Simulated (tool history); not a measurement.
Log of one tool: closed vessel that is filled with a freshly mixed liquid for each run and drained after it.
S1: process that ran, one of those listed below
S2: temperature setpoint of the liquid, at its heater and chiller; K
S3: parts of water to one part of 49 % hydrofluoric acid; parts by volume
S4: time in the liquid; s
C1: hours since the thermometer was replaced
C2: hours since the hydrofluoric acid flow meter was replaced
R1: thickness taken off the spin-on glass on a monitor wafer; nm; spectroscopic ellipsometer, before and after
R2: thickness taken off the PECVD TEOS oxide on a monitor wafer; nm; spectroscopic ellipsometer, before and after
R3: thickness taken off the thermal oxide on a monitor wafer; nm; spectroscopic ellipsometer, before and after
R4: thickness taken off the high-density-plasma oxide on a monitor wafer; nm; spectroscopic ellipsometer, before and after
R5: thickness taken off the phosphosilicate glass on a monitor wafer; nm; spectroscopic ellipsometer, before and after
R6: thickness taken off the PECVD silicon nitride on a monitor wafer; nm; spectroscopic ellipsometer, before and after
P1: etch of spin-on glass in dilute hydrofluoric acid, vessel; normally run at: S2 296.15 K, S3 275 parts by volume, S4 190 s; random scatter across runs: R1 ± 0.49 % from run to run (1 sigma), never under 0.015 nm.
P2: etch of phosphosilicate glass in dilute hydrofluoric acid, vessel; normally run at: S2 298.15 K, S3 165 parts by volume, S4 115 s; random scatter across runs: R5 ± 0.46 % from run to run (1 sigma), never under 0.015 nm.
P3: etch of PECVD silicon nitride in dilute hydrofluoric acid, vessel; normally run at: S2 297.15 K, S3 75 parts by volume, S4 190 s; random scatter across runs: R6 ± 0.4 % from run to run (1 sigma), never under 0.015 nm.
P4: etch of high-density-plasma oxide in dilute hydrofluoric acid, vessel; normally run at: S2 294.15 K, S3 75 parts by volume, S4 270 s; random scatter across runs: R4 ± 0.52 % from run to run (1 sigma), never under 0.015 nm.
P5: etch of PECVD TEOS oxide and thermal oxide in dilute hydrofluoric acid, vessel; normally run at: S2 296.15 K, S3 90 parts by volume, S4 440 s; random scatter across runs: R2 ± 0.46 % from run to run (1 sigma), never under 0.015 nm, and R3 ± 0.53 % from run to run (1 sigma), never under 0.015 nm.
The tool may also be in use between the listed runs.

run 1 day=0.229 | S1=P1 S2=296.15 S3=275 S4=190 | C1=217.9 C2=381.2 | R1=29.8890
run 2 day=0.400 | S1=P1 S2=290.15 S3=275 S4=55 | C1=222.0 C2=385.3 | R1=6.8694
run 3 day=0.600 | S1=P1 S2=290.15 S3=275 S4=190 | C1=226.8 C2=390.1 | R1=23.8420
run 4 day=0.792 | S1=P1 S2=296.15 S3=275 S4=190 | C1=231.4 C2=394.7 | R1=29.5840
run 5 day=0.954 | S1=P5 S2=296.15 S3=90 S4=845 | C1=235.3 C2=398.6 | R2=96.358 R3=43.360
run 6 day=1.096 | S1=P4 S2=294.15 S3=75 S4=45 | C1=238.7 C2=402.0 | R4=2.7589
run 7 day=1.342 | S1=P2 S2=298.15 S3=165 S4=30 | C1=244.6 C2=407.9 | R5=10.312
run 8 day=1.583 | S1=P4 S2=294.15 S3=130 S4=270 | C1=250.4 C2=413.7 | R4=8.9608
run 9 day=1.829 | S1=P2 S2=298.15 S3=165 S4=115 | C1=256.3 C2=419.6 | R5=39.432
run 10 day=1.967 | S1=P5 S2=291.65 S3=90 S4=440 | C1=259.6 C2=422.9 | R2=41.747 R3=18.816
run 11 day=2.188 | S1=P2 S2=306.15 S3=165 S4=115 | C1=264.9 C2=428.2 | R5=52.583
run 12 day=2.350 | S1=P4 S2=301.15 S3=75 S4=270 | C1=268.8 C2=432.1 | R4=21.8210
-- day=2.400 thermometer replaced
run 13 day=2.546 | S1=P5 S2=296.15 S3=155 S4=440 | C1=3.5 C2=436.8 | R2=26.837 R3=12.269
run 14 day=2.767 | S1=P1 S2=296.15 S3=275 S4=190 | C1=8.8 C2=442.1 | R1=29.6730
run 15 day=2.896 | S1=P1 S2=296.15 S3=140 S4=190 | C1=11.9 C2=445.2 | R1=66.7420
run 16 day=3.046 | S1=P3 S2=297.15 S3=30 S4=190 | C1=15.5 C2=448.8 | R6=34.699
run 17 day=3.242 | S1=P3 S2=297.15 S3=75 S4=360 | C1=20.2 C2=453.5 | R6=26.897
run 18 day=3.475 | S1=P5 S2=296.15 S3=90 S4=440 | C1=25.8 C2=459.1 | R2=50.114 R3=22.849
run 19 day=3.712 | S1=P5 S2=296.15 S3=90 S4=440 | C1=31.5 C2=464.8 | R2=50.348 R3=22.772
run 20 day=3.875 | S1=P1 S2=296.15 S3=460 S4=190 | C1=35.4 C2=468.7 | R1=15.0810
run 21 day=4.108 | S1=P4 S2=294.15 S3=75 S4=270 | C1=41.0 C2=474.3 | R4=16.3480
run 22 day=4.304 | S1=P3 S2=297.15 S3=75 S4=190 | C1=45.7 C2=479.0 | R6=14.194
run 23 day=4.425 | S1=P1 S2=296.15 S3=275 S4=190 | C1=48.6 C2=481.9 | R1=29.8230
run 24 day=4.554 | S1=P3 S2=297.15 S3=75 S4=190 | C1=51.7 C2=485.0 | R6=14.175
run 25 day=4.712 | S1=P2 S2=298.15 S3=165 S4=115 | C1=55.5 C2=488.8 | R5=39.246
run 26 day=4.954 | S1=P1 S2=296.15 S3=275 S4=30 | C1=61.3 C2=494.6 | R1=4.6853
run 27 day=5.142 | S1=P1 S2=296.15 S3=485 S4=110 | C1=65.8 C2=499.1 | R1=8.0694
run 28 day=5.267 | S1=P1 S2=296.15 S3=275 S4=380 | C1=68.8 C2=502.1 | R1=59.3600
run 29 day=5.421 | S1=P1 S2=303.15 S3=275 S4=40 | C1=72.5 C2=505.8 | R1=8.0124
run 30 day=5.600 | S1=P1 S2=302.65 S3=275 S4=190 | C1=76.8 C2=510.1 | R1=37.5600
run 31 day=5.721 | S1=P3 S2=292.65 S3=75 S4=190 | C1=79.7 C2=513.0 | R6=10.367
run 32 day=5.929 | S1=P2 S2=298.15 S3=70 S4=115 | C1=84.7 C2=518.0 | R5=104.880
run 33 day=6.125 | S1=P1 S2=296.15 S3=275 S4=190 | C1=89.4 C2=522.7 | R1=29.8550
run 34 day=6.271 | S1=P1 S2=296.15 S3=275 S4=190 | C1=92.9 C2=526.2 | R1=30.4220
run 35 day=6.496 | S1=P1 S2=296.15 S3=275 S4=190 | C1=98.3 C2=531.6 | R1=31.0000
run 36 day=6.688 | S1=P1 S2=296.15 S3=275 S4=190 | C1=102.9 C2=536.2 | R1=31.0380
run 37 day=6.850 | S1=P1 S2=296.15 S3=275 S4=190 | C1=106.8 C2=540.1 | R1=31.2650
run 38 day=6.992 | S1=P1 S2=296.15 S3=275 S4=190 | C1=110.2 C2=543.5 | R1=31.4510
run 39 day=7.104 | S1=P1 S2=296.15 S3=275 S4=190 | C1=112.9 C2=546.2 | R1=31.7620
run 40 day=7.350 | S1=P1 S2=296.15 S3=275 S4=190 | C1=118.8 C2=552.1 | R1=31.4880
run 41 day=7.504 | S1=P1 S2=296.15 S3=275 S4=190 | C1=122.5 C2=555.8 | R1=31.5290
run 42 day=7.725 | S1=P1 S2=296.15 S3=275 S4=190 | C1=127.8 C2=561.1 | R1=31.5090
run 43 day=7.858 | S1=P1 S2=296.15 S3=275 S4=190 | C1=131.0 C2=564.3 | R1=31.4310

Something has made what P1 gives creep away from where it was; the 2 causes below, each at its own stated size, fit the log equally well:
A: liquid hotter than its thermometer reads (K) = 1.77
B: hydrofluoric acid flow above the setpoint (%) = 5.07
The onset of the drift is placed at about day 6.125.

Question marks stand in for the results of the 4 check runs listed below, each run on one wafer. Under which run would the listed causes show clearly different results?
run check 1 day=7.992 | S1=P5 S2=296.15 S3=155 S4=440 | R2=? R3=?
run check 2 day=7.992 | S1=P2 S2=303.65 S3=120 S4=115 | R5=?
run check 3 day=7.992 | S1=P4 S2=297.65 S3=120 S4=270 | R4=?
run check 4 day=7.992 | S1=P3 S2=293.65 S3=75 S4=190 | R6=?

What every check run would give for each of its results, assuming each possible cause in turn:
check=check_1 result=R2 if_A=28.848 if_B=28.569
check=check_1 result=R3 if_A=13.126 if_B=12.999
check=check_2 result=R5 if_A=74.912 if_B=74.401
check=check_3 result=R4 if_A=11.9510 if_B=11.8110
check=check_4 result=R6 if_A=12.591 if_B=11.715
Gap, in per cent, between the two causes that each check separates least, read from the result that separates them most: check 1 0.97 %; check 2 0.68 %; check 3 1.17 %; check 4 7.21 %
The other checks would show nearly matching results whichever cause is true, so check 4 is the only one that separates the causes.

Check 4 was carried out, with these results: R6 12.629 nm. Which of the listed causes is responsible?

Of the candidate causes, it is A: liquid hotter than its thermometer reads (K).
